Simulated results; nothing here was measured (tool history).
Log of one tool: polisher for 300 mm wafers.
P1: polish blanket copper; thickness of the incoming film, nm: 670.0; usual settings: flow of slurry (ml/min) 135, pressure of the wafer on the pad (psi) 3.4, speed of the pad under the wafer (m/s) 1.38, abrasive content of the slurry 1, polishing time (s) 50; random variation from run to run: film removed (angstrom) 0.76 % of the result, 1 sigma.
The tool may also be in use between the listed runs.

| run | hour | flow of slurry (ml/min) | pressure of the wafer on the pad (psi) | speed of the pad under the wafer (m/s) | abrasive content of the slurry | polishing time (s) | wafers polished on this pad | hours since the slurry nozzle was cleaned | hours since the head pressure was calibrated | hours since the slurry blender was calibrated | film removed (angstrom) |
|---|---|---|---|---|---|---|---|---|---|---|---|
| 1 | 15.4 | 135 | 3.4 | 1.38 | 1 | 50 | 776 | 212.9 | 384.5 | 344.8 | 2359.9 |
| 2 | 26.9 | 135 | 3.4 | 1.38 | 1 | 23 | 929 | 224.4 | 396 | 356.3 | 1080.6 |
| 3 | 37.2 | 135 | 3.4 | 2.08 | 1 | 50 | 1066 | 234.7 | 406.3 | 366.6 | 3517.4 |
| 4 | 52.8 | 80 | 3.4 | 1.38 | 1 | 50 | 1275 | 250.3 | 421.9 | 382.2 | 2063.3 |
| 5 | 68.4 | 135 | 3.4 | 2 | 0.8 | 50 | 1483 | 265.9 | 437.5 | 397.8 | 3275.2 |
| 6 | 85.6 | 135 | 3.4 | 1.38 | 1 | 50 | 1712 | 283.1 | 454.7 | 415 | 2375.9 |
|  | 93.9 | slurry nozzle cleaned |
| 7 | 100.5 | 135 | 3.4 | 1.38 | 1.4 | 50 | 1911 | 6.7 | 469.6 | 429.9 | 2513.5 |
| 8 | 111.8 | 135 | 3.4 | 1.38 | 1 | 73 | 2062 | 18 | 480.9 | 441.2 | 3402.9 |
| 9 | 122 | 135 | 2.1 | 1.38 | 1 | 50 | 2198 | 28.2 | 491.1 | 451.4 | 1461.3 |
| 10 | 138.9 | 185 | 3.4 | 1.38 | 1 | 50 | 2424 | 45.1 | 508 | 468.3 | 2481.6 |
| 11 | 152.8 | 135 | 3.4 | 1.38 | 1 | 50 | 2609 | 59 | 521.9 | 482.2 | 2351.7 |
| 12 | 161.4 | 135 | 4.5 | 1.38 | 1 | 50 | 2724 | 67.6 | 530.5 | 490.8 | 3145.1 |
| 13 | 172 | 135 | 3.4 | 1.38 | 1 | 50 | 2865 | 78.2 | 541.1 | 501.4 | 2352.1 |
| 14 | 186 | 135 | 3.4 | 1.38 | 0.55 | 50 | 3052 | 92.2 | 555.1 | 515.4 | 2080.7 |
| 15 | 201.3 | 135 | 3.4 | 0.96 | 1 | 50 | 3256 | 107.5 | 570.4 | 530.7 | 1650.7 |
| 16 | 216.9 | 135 | 3.4 | 1.38 | 1 | 50 | 3464 | 123.1 | 586 | 546.3 | 2353.8 |
| 17 | 231.5 | 135 | 3.4 | 0.74 | 1 | 66 | 3659 | 137.7 | 600.6 | 560.9 | 1683.2 |
| 18 | 246.7 | 205 | 1.6 | 1.38 | 1 | 50 | 3862 | 152.9 | 615.8 | 576.1 | 1182.3 |
| 19 | 257 | 135 | 3.4 | 1.38 | 1 | 50 | 4000 | 163.2 | 626.1 | 586.4 | 2342 |
| 20 | 274.1 | 135 | 3.4 | 1.38 | 1 | 50 | 4228 | 180.3 | 643.2 | 603.5 | 2177.1 |
| 21 | 287.4 | 135 | 3.4 | 1.38 | 1 | 50 | 4405 | 193.6 | 656.5 | 616.8 | 2169.8 |

The next listed run, before its measurement:
| 22 | 296 | 135 | 3.4 | 1.38 | 1 | 50 | 4520 | 202.2 | 665.1 | 625.4 | ? |

{"run 22": {"film removed (angstrom)": 2139.3}}
